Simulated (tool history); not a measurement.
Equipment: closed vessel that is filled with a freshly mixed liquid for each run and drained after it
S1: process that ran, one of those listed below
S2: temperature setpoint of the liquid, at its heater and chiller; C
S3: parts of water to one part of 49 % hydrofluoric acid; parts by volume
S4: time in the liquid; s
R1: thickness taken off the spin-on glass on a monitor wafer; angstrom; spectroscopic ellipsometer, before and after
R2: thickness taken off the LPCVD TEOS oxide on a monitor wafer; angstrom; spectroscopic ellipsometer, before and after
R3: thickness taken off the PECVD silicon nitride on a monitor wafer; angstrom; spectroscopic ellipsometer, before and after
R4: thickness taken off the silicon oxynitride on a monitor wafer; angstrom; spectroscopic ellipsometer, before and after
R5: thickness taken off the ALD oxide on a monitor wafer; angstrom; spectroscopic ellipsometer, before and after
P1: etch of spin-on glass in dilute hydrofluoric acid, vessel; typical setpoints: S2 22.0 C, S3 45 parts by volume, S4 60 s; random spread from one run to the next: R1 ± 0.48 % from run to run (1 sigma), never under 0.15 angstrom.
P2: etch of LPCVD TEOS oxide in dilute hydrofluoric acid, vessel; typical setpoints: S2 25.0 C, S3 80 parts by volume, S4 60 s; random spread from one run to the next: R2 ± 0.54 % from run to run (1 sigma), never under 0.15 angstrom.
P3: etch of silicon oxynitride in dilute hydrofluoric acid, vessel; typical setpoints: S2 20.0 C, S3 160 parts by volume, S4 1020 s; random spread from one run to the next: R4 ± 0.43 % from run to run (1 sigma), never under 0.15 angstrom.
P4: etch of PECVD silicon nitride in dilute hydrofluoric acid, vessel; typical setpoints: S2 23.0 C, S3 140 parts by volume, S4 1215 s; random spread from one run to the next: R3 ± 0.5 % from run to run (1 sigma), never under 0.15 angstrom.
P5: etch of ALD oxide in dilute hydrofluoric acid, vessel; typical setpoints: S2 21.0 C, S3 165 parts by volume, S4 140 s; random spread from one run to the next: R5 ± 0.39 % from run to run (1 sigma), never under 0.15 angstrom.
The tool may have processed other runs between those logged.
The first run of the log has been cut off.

Run 2, hour 22.5: S1 P2, S2 25.0 C, S3 80 parts by volume, S4 60 s. Result: R2 134.960 angstrom.
Run 3, hour 30.6: S1 P2, S2 25.0 C, S3 80 parts by volume, S4 95 s. Result: R2 211.180 angstrom.
Run 4, hour 41.7: S1 P4, S2 23.0 C, S3 140 parts by volume, S4 2380 s. Result: R3 272.11 angstrom.
Run 5, hour 54.4: S1 P1, S2 22.0 C, S3 45 parts by volume, S4 60 s. Result: R1 541.30 angstrom.
Run 6, hour 63.9: S1 P3, S2 20.0 C, S3 160 parts by volume, S4 1500 s. Result: R4 112.800 angstrom.
Run 7, hour 73.2: S1 P5, S2 21.0 C, S3 165 parts by volume, S4 140 s. Result: R5 67.151 angstrom.
At hour 76.2: hydrofluoric acid flow meter replaced.
Run 8, hour 86.1: S1 P1, S2 26.5 C, S3 45 parts by volume, S4 60 s. Result: R1 654.04 angstrom.
Run 9, hour 93.8: S1 P1, S2 22.0 C, S3 45 parts by volume, S4 60 s. Result: R1 544.12 angstrom.
Run 10, hour 106.1: S1 P5, S2 21.0 C, S3 45 parts by volume, S4 140 s. Result: R5 281.600 angstrom.
Run 11, hour 114.1: S1 P2, S2 25.0 C, S3 45 parts by volume, S4 60 s. Result: R2 248.220 angstrom.
Run 12, hour 126.0: S1 P5, S2 21.0 C, S3 165 parts by volume, S4 275 s. Result: R5 130.970 angstrom.
Run 13, hour 132.2: S1 P1, S2 17.0 C, S3 60 parts by volume, S4 60 s. Result: R1 322.33 angstrom.
Run 14, hour 145.2: S1 P1, S2 22.0 C, S3 45 parts by volume, S4 30 s. Result: R1 272.06 angstrom.
Run 15, hour 156.5: S1 P1, S2 22.0 C, S3 65 parts by volume, S4 60 s. Result: R1 367.19 angstrom.
Run 16, hour 165.8: S1 P4, S2 31.0 C, S3 140 parts by volume, S4 1215 s. Result: R3 228.73 angstrom.
Run 17, hour 176.6: S1 P3, S2 20.0 C, S3 160 parts by volume, S4 1020 s. Result: R4 75.995 angstrom.
Run 18, hour 186.1: S1 P5, S2 17.0 C, S3 165 parts by volume, S4 140 s. Result: R5 57.297 angstrom.
Run 19, hour 197.2: S1 P1, S2 22.0 C, S3 20 parts by volume, S4 60 s. Result: R1 1258.10 angstrom.
Run 20, hour 209.4: S1 P3, S2 20.0 C, S3 160 parts by volume, S4 1020 s. Result: R4 75.880 angstrom.
Run 21, hour 217.4: S1 P1, S2 22.0 C, S3 45 parts by volume, S4 60 s. Result: R1 545.42 angstrom.
Run 22, hour 227.6: S1 P2, S2 17.0 C, S3 80 parts by volume, S4 60 s. Result: R2 95.216 angstrom.
Run 23, hour 236.4: S1 P1, S2 22.0 C, S3 20 parts by volume, S4 35 s. Result: R1 738.32 angstrom.
Run 24, hour 249.6: S1 P4, S2 23.0 C, S3 140 parts by volume, S4 1215 s. Result: R3 139.26 angstrom.

For run 25, what comes out?
Run 25, hour 258.0: S1 P1, S2 22.0 C, S3 45 parts by volume, S4 60 s. Result: R1 ?.

Run 25 produced R1 543.53 angstrom.
